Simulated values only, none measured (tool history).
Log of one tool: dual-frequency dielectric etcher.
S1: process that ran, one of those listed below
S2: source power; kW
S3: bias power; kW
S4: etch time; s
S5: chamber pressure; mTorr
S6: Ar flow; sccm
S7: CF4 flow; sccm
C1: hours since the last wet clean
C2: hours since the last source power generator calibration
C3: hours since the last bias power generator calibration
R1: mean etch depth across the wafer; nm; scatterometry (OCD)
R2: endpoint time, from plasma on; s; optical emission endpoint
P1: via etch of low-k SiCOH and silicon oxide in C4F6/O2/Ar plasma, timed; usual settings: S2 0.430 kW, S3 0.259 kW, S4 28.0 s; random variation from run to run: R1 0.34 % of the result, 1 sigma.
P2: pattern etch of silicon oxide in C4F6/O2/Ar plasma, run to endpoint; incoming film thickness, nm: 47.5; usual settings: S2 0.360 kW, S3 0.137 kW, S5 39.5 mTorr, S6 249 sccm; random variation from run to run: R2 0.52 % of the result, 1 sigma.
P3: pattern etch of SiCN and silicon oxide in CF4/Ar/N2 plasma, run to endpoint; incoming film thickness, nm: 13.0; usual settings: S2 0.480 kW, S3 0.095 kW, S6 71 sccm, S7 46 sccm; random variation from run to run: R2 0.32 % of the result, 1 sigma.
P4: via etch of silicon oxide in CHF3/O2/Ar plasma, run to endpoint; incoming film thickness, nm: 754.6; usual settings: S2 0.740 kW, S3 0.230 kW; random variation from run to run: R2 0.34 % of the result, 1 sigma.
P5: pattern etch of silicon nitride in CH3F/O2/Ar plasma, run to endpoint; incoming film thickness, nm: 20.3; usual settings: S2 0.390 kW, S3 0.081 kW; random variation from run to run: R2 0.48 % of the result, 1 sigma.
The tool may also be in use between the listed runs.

run   hour  S1     S2     S3    S4    S5   S6  S7     C1      C2      C3       R1        R2
  1   18.2  P1  0.430  0.259  28.0                 325.6  1339.4   916.5   75.609
  2   36.7  P2  0.360  0.137        39.5  249      344.1  1357.9   935.0            18.2430
  3   54.0  P2  0.360  0.192        39.5  249      361.4  1375.2   952.3            16.4750
  4   72.2  P5  0.390  0.081                       379.6  1393.4   970.5            28.3100
  5   88.7  P1  0.430  0.323  28.0                 396.1  1409.9   987.0   81.472
  6   98.7  P3  0.480  0.057               71  46  406.1  1419.9   997.0            15.5260
  7  113.6  P1  0.320  0.259  28.0                 421.0  1434.8  1011.9   67.707
  8  131.8  P3  0.480  0.095               71  28  439.2  1453.0  1030.1            13.9880
  9  149.2  P2  0.360  0.137        53.0  249      456.6  1470.4  1047.5            18.8240
 10  163.8  P1  0.430  0.259  39.0                 471.2  1485.0  1062.1  105.840
 11  180.4  P1  0.430  0.259  28.0                 487.8  1501.6  1078.7   75.738
 12  193.3  P3  0.680  0.095               71  46  500.7  1514.5  1091.6             9.6005
 13  207.6  P4  0.740  0.323                       515.0  1528.8  1105.9           288.5500
 14  226.6  P1  0.430  0.259  28.0                 534.0  1547.8  1124.9   75.465
 15  239.9  P2  0.360  0.137        39.5  145      547.3  1561.1  1138.2            16.9280
 16  256.9  P3  0.480  0.095               71  46  564.3  1578.1  1155.2            13.0540
 17  268.5  P3  0.480  0.095               48  46  575.9  1589.7  1166.8            12.3660
     281.7  -- source power generator calibrated
 18  282.0  P2  0.240  0.137        39.5  249      589.4     0.3  1180.3            21.1710
 19  291.5  P1  0.560  0.259  28.0                 598.9     9.8  1189.8   84.024
 20  309.5  P2  0.360  0.137        39.5  249      616.9    27.8  1207.8            18.2560
 21  321.9  P4  0.520  0.230                       629.3    40.2  1220.2           374.1500
 22  335.1  P5  0.390  0.050                       642.5    53.4  1233.4            33.4670
 23  349.1  P1  0.430  0.259  28.0                 656.5    67.4  1247.4   75.613
 24  365.3  P1  0.430  0.259  15.5                 672.7    83.6  1263.6   42.062
 25  375.1  P1  0.540  0.259  21.5                 682.5    93.4  1273.4   63.401
 26  393.2  P4  0.740  0.230                       700.6   111.5  1291.5           326.9600
 27  403.0  P4  0.740  0.230                       710.4   121.3  1301.3           325.8700
 28  416.4  P5  0.280  0.081                       723.8   134.7  1314.7            32.3760
 29  434.5  P1  0.430  0.155  28.0                 741.9   152.8  1332.8   64.166
 30  446.3  P1  0.430  0.259  28.0                 753.7   164.6  1344.6   75.378
 31  463.2  P1  0.430  0.259  28.0                 770.6   181.5  1361.5   75.277
 32  471.7  P1  0.430  0.259  28.0                 779.1   190.0  1370.0   75.250
 33  487.2  P1  0.430  0.259  28.0                 794.6   205.5  1385.5   75.054
 34  498.2  P1  0.430  0.259  28.0                 805.6   216.5  1396.5   75.033
 35  515.8  P1  0.430  0.259  28.0                 823.2   234.1  1414.1   74.475
     528.1  -- wet clean of the chamber
 36  531.5  P1  0.430  0.259  28.0                   3.4   249.8  1429.8   74.630
 37  546.1  P1  0.430  0.259  28.0                  18.0   264.4  1444.4   74.763
 38  560.5  P1  0.430  0.259  28.0                  32.4   278.8  1458.8   74.675
 39  573.7  P1  0.430  0.259  28.0                  45.6   292.0  1472.0   74.608
 40  591.4  P1  0.430  0.259  28.0                  63.3   309.7  1489.7   74.551

What P1 gives has crept away from where it was. These 2 causes fit the log equally well, each at the size given:
A: source power that arrives under what is set, % = 4.38
B: bias power that arrives under what is set, % = 4.96
The creep began at about hour 446.3.
Why every other cause is out:
chamber walls in a state that lowers the etch rate, %: serviced at hour 528.1, which brought nothing back

4 check runs are offered, each on 2 wafers whose results are averaged, their results left as question marks. Which one tells the causes apart?
check 1  609.1  P2  0.360  0.137      39.5  180                       ?
check 2  609.1  P5  0.390  0.064                                      ?
check 3  609.1  P3  0.480  0.073             71  36                   ?
check 4  609.1  P4  0.620  0.321                                      ?

What each check would give under each cause:
  check  result      if A      if B
check 1      R2   17.8310   17.7850
check 2      R2   31.3500   31.3430
check 3      R2   15.4280   15.1020
check 4      R2  314.7100  315.4000
How far apart the two closest causes lie, in the result that separates them most: check 1 0.26 %; check 2 0.02 %; check 3 2.13 %; check 4 0.22 %
Check 3 tells the causes apart: in the others they would give nearly the same result.

Then check 3 was run and gave: R2 15.4300 s. Which cause is it?

It is A: source power that arrives under what is set, %.
